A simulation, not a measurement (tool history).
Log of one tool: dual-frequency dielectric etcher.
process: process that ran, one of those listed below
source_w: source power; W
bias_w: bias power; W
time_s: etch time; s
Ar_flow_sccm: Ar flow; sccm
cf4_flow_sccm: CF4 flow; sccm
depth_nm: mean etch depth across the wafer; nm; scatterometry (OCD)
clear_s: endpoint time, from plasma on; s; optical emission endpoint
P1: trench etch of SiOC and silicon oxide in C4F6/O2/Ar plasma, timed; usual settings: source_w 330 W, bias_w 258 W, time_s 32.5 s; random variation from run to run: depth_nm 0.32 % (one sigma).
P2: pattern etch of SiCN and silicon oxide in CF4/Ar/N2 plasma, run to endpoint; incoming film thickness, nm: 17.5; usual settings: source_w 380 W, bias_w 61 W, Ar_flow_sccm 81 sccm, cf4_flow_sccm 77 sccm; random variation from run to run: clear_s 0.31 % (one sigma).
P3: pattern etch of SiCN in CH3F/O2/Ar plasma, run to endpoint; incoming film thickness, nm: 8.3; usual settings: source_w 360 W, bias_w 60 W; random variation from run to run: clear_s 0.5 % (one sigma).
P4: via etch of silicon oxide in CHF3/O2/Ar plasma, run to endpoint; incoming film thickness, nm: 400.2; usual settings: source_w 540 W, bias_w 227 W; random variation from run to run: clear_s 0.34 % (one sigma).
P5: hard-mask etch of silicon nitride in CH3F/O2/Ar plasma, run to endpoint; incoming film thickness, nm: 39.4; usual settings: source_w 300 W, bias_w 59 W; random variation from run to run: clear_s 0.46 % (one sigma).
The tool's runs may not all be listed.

Run 1, hour 11.4: process P1, source_w 330 W, bias_w 258 W, time_s 32.5 s. Result: depth_nm 66.313 nm.
Run 2, hour 20.2: process P1, source_w 330 W, bias_w 258 W, time_s 32.5 s. Result: depth_nm 66.044 nm.
Run 3, hour 29: process P3, source_w 360 W, bias_w 60 W. Result: clear_s 24.263 s.
Run 4, hour 37.3: process P1, source_w 460 W, bias_w 258 W, time_s 32.5 s. Result: depth_nm 74.853 nm.
Run 5, hour 44.6: process P2, source_w 380 W, bias_w 61 W, Ar_flow_sccm 64 sccm, cf4_flow_sccm 77 sccm. Result: clear_s 23.353 s.
Run 6, hour 57.5: process P2, source_w 380 W, bias_w 61 W, Ar_flow_sccm 81 sccm, cf4_flow_sccm 77 sccm. Result: clear_s 24.08 s.
Run 7, hour 64.2: process P3, source_w 360 W, bias_w 77 W. Result: clear_s 22.182 s.
Run 8, hour 72.3: process P5, source_w 400 W, bias_w 59 W. Result: clear_s 60.427 s.
Run 9, hour 81.2: process P5, source_w 300 W, bias_w 36 W. Result: clear_s 79.476 s.
Run 10, hour 93.3: process P1, source_w 330 W, bias_w 258 W, time_s 32.5 s. Result: depth_nm 65.747 nm.
Run 11, hour 106.7: process P1, source_w 380 W, bias_w 158 W, time_s 32.5 s. Result: depth_nm 59.47 nm.
Run 12, hour 114.8: process P2, source_w 380 W, bias_w 38 W, Ar_flow_sccm 81 sccm, cf4_flow_sccm 77 sccm. Result: clear_s 27.721 s.
Run 13, hour 124.4: process P4, source_w 540 W, bias_w 227 W. Result: clear_s 197.91 s.
Run 14, hour 132.4: process P1, source_w 330 W, bias_w 258 W, time_s 18 s. Result: depth_nm 36.662 nm.
Run 15, hour 146.1: process P1, source_w 380 W, bias_w 258 W, time_s 21.5 s. Result: depth_nm 46.205 nm.
Run 16, hour 152.5: process P3, source_w 220 W, bias_w 60 W. Result: clear_s 29.008 s.
Run 17, hour 159.8: process P1, source_w 330 W, bias_w 258 W, time_s 45.5 s. Result: depth_nm 92.308 nm.
Run 18, hour 168.5: process P5, source_w 300 W, bias_w 59 W. Result: clear_s 67.826 s.
Run 19, hour 178.7: process P1, source_w 330 W, bias_w 258 W, time_s 32.5 s. Result: depth_nm 66.013 nm.
Run 20, hour 185.8: process P4, source_w 770 W, bias_w 227 W. Result: clear_s 173.43 s.
Run 21, hour 199.8: process P4, source_w 540 W, bias_w 288 W. Result: clear_s 180.54 s.
Run 22, hour 207.2: process P2, source_w 530 W, bias_w 61 W, Ar_flow_sccm 81 sccm, cf4_flow_sccm 77 sccm. Result: clear_s 17.845 s.
Run 23, hour 218.1: process P2, source_w 380 W, bias_w 61 W, Ar_flow_sccm 81 sccm, cf4_flow_sccm 107 sccm. Result: clear_s 22.942 s.
Run 24, hour 228.9: process P1, source_w 260 W, bias_w 258 W, time_s 32.5 s. Result: depth_nm 60.314 nm.
Run 25, hour 235.9: process P1, source_w 330 W, bias_w 154 W, time_s 32.5 s. Result: depth_nm 55.807 nm.
Run 26, hour 248.9: process P1, source_w 330 W, bias_w 335 W, time_s 32.5 s. Result: depth_nm 72.42 nm.
Run 27, hour 262.8: process P1, source_w 330 W, bias_w 258 W, time_s 32.5 s. Result: depth_nm 65.769 nm.
Run 28, hour 274.6: process P1, source_w 330 W, bias_w 258 W, time_s 32.5 s. Result: depth_nm 65.892 nm.
Run 29, hour 285.1: process P1, source_w 330 W, bias_w 258 W, time_s 32.5 s. Result: depth_nm 65.108 nm.
Run 30, hour 293.8: process P1, source_w 330 W, bias_w 258 W, time_s 32.5 s. Result: depth_nm 65.278 nm.
At hour 294.3: wet clean of the chamber.
Run 31, hour 300.3: process P1, source_w 330 W, bias_w 258 W, time_s 32.5 s. Result: depth_nm 65.051 nm.
Run 32, hour 311.4: process P1, source_w 330 W, bias_w 258 W, time_s 32.5 s. Result: depth_nm 65.106 nm.
Run 33, hour 319.9: process P1, source_w 330 W, bias_w 258 W, time_s 32.5 s. Result: depth_nm 64.525 nm.
Run 34, hour 328.3: process P1, source_w 330 W, bias_w 258 W, time_s 32.5 s. Result: depth_nm 64.687 nm.
Run 35, hour 335.8: process P1, source_w 330 W, bias_w 258 W, time_s 32.5 s. Result: depth_nm 64.859 nm.

What P1 gives has crept away from where it was. These 2 causes fit the log equally well, each at the size given:
A: source power that arrives under what is set, % = 4.13
B: bias power that arrives under what is set, % = 4.57
The creep began at about hour 262.8.
Why every other cause is out:
chamber walls in a state that lowers the etch rate, %: serviced at hour 294.3, which brought nothing back

4 check runs are offered, one wafer each, their results left as question marks. Which one tells the causes apart?
Run check 1, hour 343.3: process P2, source_w 520 W, bias_w 61 W, Ar_flow_sccm 81 sccm, cf4_flow_sccm 77 sccm. Result: clear_s ?.
Run check 2, hour 343.3: process P4, source_w 740 W, bias_w 227 W. Result: clear_s ?.
Run check 3, hour 343.3: process P5, source_w 360 W, bias_w 37 W. Result: clear_s ?.
Run check 4, hour 343.3: process P3, source_w 220 W, bias_w 70 W. Result: clear_s ?.

What each check would give under each cause:
  check   result    if A    if B
check 1  clear_s  18.942  18.504
check 2  clear_s  177.99  178.02
check 3  clear_s  74.428  74.182
check 4  clear_s  28.243  28.283
How far apart the two closest causes lie, in the result that separates them most: check 1 2.34 %; check 2 0.02 %; check 3 0.33 %; check 4 0.14 %
Only check 1 tells the causes apart: in the others they would give nearly the same result.

Then check 1 was run and gave: clear_s 18.562 s. Which cause is it?

It is B: bias power that arrives under what is set, %.
